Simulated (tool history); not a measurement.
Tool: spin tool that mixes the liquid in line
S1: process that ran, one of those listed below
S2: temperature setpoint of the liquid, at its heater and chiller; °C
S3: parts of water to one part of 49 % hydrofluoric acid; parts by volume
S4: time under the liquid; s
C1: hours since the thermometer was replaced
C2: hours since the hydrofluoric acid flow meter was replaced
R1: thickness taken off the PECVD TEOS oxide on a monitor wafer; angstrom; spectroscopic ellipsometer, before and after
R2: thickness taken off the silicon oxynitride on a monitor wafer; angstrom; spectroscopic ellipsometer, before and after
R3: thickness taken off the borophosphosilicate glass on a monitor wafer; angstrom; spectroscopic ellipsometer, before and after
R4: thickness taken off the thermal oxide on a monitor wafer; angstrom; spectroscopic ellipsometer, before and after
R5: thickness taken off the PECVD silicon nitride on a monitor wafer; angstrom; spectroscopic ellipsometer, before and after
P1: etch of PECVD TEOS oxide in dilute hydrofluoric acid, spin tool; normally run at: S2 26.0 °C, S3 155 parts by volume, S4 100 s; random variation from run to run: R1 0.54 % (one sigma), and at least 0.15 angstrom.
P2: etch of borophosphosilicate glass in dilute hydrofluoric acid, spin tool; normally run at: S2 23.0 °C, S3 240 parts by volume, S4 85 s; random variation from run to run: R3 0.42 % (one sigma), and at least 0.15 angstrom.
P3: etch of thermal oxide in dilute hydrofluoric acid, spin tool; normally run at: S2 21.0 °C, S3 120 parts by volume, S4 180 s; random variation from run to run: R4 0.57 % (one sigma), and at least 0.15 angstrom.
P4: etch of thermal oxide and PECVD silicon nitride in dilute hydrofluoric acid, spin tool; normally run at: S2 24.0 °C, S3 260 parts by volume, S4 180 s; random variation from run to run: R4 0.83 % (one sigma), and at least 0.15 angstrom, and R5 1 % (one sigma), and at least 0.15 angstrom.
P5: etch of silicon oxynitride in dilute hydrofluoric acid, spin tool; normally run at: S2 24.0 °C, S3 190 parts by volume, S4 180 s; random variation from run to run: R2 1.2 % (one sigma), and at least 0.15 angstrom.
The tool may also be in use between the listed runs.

run 1 hour=9.0 | S1=P1 S2=26.0 S3=155 S4=100 | C1=192.3 C2=261.6 | R1=99.286
run 2 hour=19.5 | S1=P1 S2=26.0 S3=155 S4=100 | C1=202.8 C2=272.1 | R1=99.198
run 3 hour=30.9 | S1=P1 S2=34.0 S3=155 S4=100 | C1=214.2 C2=283.5 | R1=132.180
run 4 hour=36.8 | S1=P5 S2=24.0 S3=190 S4=180 | C1=220.1 C2=289.4 | R2=16.3840
run 5 hour=44.3 | S1=P2 S2=23.0 S3=240 S4=85 | C1=227.6 C2=296.9 | R3=193.90
run 6 hour=55.6 | S1=P2 S2=23.0 S3=240 S4=135 | C1=238.9 C2=308.2 | R3=305.08
run 7 hour=65.7 | S1=P4 S2=24.0 S3=260 S4=180 | C1=249.0 C2=318.3 | R4=28.353 R5=20.434
run 8 hour=75.6 | S1=P1 S2=22.0 S3=155 S4=100 | C1=258.9 C2=328.2 | R1=85.943
run 9 hour=87.0 | S1=P1 S2=26.0 S3=155 S4=100 | C1=270.3 C2=339.6 | R1=99.717
run 10 hour=99.1 | S1=P4 S2=29.5 S3=260 S4=180 | C1=282.4 C2=351.7 | R4=33.980 R5=28.675
run 11 hour=107.8 | S1=P1 S2=26.0 S3=155 S4=100 | C1=291.1 C2=360.4 | R1=99.484
run 12 hour=117.8 | S1=P3 S2=17.0 S3=120 S4=180 | C1=301.1 C2=370.4 | R4=57.334
run 13 hour=125.4 | S1=P5 S2=24.0 S3=190 S4=180 | C1=308.7 C2=378.0 | R2=16.0670
run 14 hour=137.2 | S1=P2 S2=23.0 S3=240 S4=85 | C1=320.5 C2=389.8 | R3=194.28
run 15 hour=149.8 | S1=P5 S2=24.0 S3=290 S4=180 | C1=333.1 C2=402.4 | R2=9.9249
run 16 hour=157.3 | S1=P1 S2=21.5 S3=155 S4=155 | C1=340.6 C2=409.9 | R1=129.940
run 17 hour=164.0 | S1=P1 S2=26.0 S3=155 S4=100 | C1=347.3 C2=416.6 | R1=100.170
run 18 hour=172.4 | S1=P1 S2=26.0 S3=155 S4=100 | C1=355.7 C2=425.0 | R1=100.430
run 19 hour=179.7 | S1=P3 S2=21.0 S3=55 S4=180 | C1=363.0 C2=432.3 | R4=160.800
run 20 hour=190.8 | S1=P5 S2=24.0 S3=190 S4=50 | C1=374.1 C2=443.4 | R2=4.7141
run 21 hour=200.1 | S1=P1 S2=26.0 S3=155 S4=50 | C1=383.4 C2=452.7 | R1=50.617
run 22 hour=212.9 | S1=P2 S2=23.0 S3=95 S4=85 | C1=396.2 C2=465.5 | R3=571.57
run 23 hour=218.5 | S1=P3 S2=21.0 S3=120 S4=180 | C1=401.8 C2=471.1 | R4=67.297
run 24 hour=227.2 | S1=P1 S2=26.0 S3=155 S4=100 | C1=410.5 C2=479.8 | R1=99.200
run 25 hour=233.6 | S1=P1 S2=26.0 S3=220 S4=100 | C1=416.9 C2=486.2 | R1=64.987
run 26 hour=244.7 | S1=P1 S2=26.0 S3=95 S4=100 | C1=428.0 C2=497.3 | R1=175.090
run 27 hour=253.7 | S1=P3 S2=21.0 S3=120 S4=335 | C1=437.0 C2=506.3 | R4=125.990
run 28 hour=261.9 | S1=P5 S2=18.0 S3=190 S4=180 | C1=445.2 C2=514.5 | R2=12.4020
run 29 hour=272.6 | S1=P2 S2=30.5 S3=240 S4=85 | C1=455.9 C2=525.2 | R3=253.64
run 30 hour=282.8 | S1=P4 S2=24.0 S3=260 S4=270 | C1=466.1 C2=535.4 | R4=42.616 R5=31.429
run 31 hour=291.8 | S1=P1 S2=26.0 S3=155 S4=190 | C1=475.1 C2=544.4 | R1=189.490
run 32 hour=302.2 | S1=P4 S2=24.0 S3=355 S4=180 | C1=485.5 C2=554.8 | R4=18.651 R5=15.066
run 33 hour=311.2 | S1=P1 S2=26.0 S3=155 S4=100 | C1=494.5 C2=563.8 | R1=99.925
run 34 hour=317.7 | S1=P1 S2=26.0 S3=155 S4=100 | C1=501.0 C2=570.3 | R1=100.650
run 35 hour=330.5 | S1=P1 S2=26.0 S3=155 S4=100 | C1=513.8 C2=583.1 | R1=103.840
run 36 hour=336.8 | S1=P1 S2=26.0 S3=155 S4=100 | C1=520.1 C2=589.4 | R1=104.500
run 37 hour=343.4 | S1=P1 S2=26.0 S3=155 S4=100 | C1=526.7 C2=596.0 | R1=104.250
run 38 hour=351.3 | S1=P1 S2=26.0 S3=155 S4=100 | C1=534.6 C2=603.9 | R1=105.010
run 39 hour=356.9 | S1=P1 S2=26.0 S3=155 S4=100 | C1=540.2 C2=609.5 | R1=105.380
run 40 hour=368.5 | S1=P1 S2=26.0 S3=155 S4=100 | C1=551.8 C2=621.1 | R1=105.330
run 41 hour=374.5 | S1=P1 S2=26.0 S3=155 S4=100 | C1=557.8 C2=627.1 | R1=105.520
run 42 hour=382.6 | S1=P1 S2=26.0 S3=155 S4=100 | C1=565.9 C2=635.2 | R1=105.110

What P1 gives has crept away from where it was. These 2 causes fit the log equally well, each at the size given:
A: hydrofluoric acid flow above the setpoint (%) = 4.67
B: liquid hotter than its thermometer reads (K) = 1.46
The creep began at about hour 311.2.

4 check runs are offered, each on 5 wafers whose results are averaged, their results left as question marks. Which one tells the causes apart?
run check 1 hour=390.7 | S1=P4 S2=24.0 S3=260 S4=180 | R4=? R5=?
run check 2 hour=390.7 | S1=P2 S2=23.0 S3=240 S4=85 | R3=?
run check 3 hour=390.7 | S1=P3 S2=21.0 S3=120 S4=180 | R4=?
run check 4 hour=390.7 | S1=P5 S2=24.0 S3=190 S4=180 | R2=?

What each check would give under each cause:
check=check_1 result=R4 if_A=29.868 if_B=29.691
check=check_1 result=R5 if_A=21.489 if_B=22.466
check=check_2 result=R3 if_A=205.50 if_B=204.73
check=check_3 result=R4 if_A=71.536 if_B=72.016
check=check_4 result=R2 if_A=17.2160 if_B=17.4400
How far apart the two closest causes lie, in the result that separates them most: check 1 4.45 %; check 2 0.37 %; check 3 0.67 %; check 4 1.29 %
Check 1 tells the causes apart: in the others they would give nearly the same result.

Then check 1 was run and gave: R4 29.816 angstrom; R5 22.489 angstrom. Which cause is it?

It is B: liquid hotter than its thermometer reads (K).

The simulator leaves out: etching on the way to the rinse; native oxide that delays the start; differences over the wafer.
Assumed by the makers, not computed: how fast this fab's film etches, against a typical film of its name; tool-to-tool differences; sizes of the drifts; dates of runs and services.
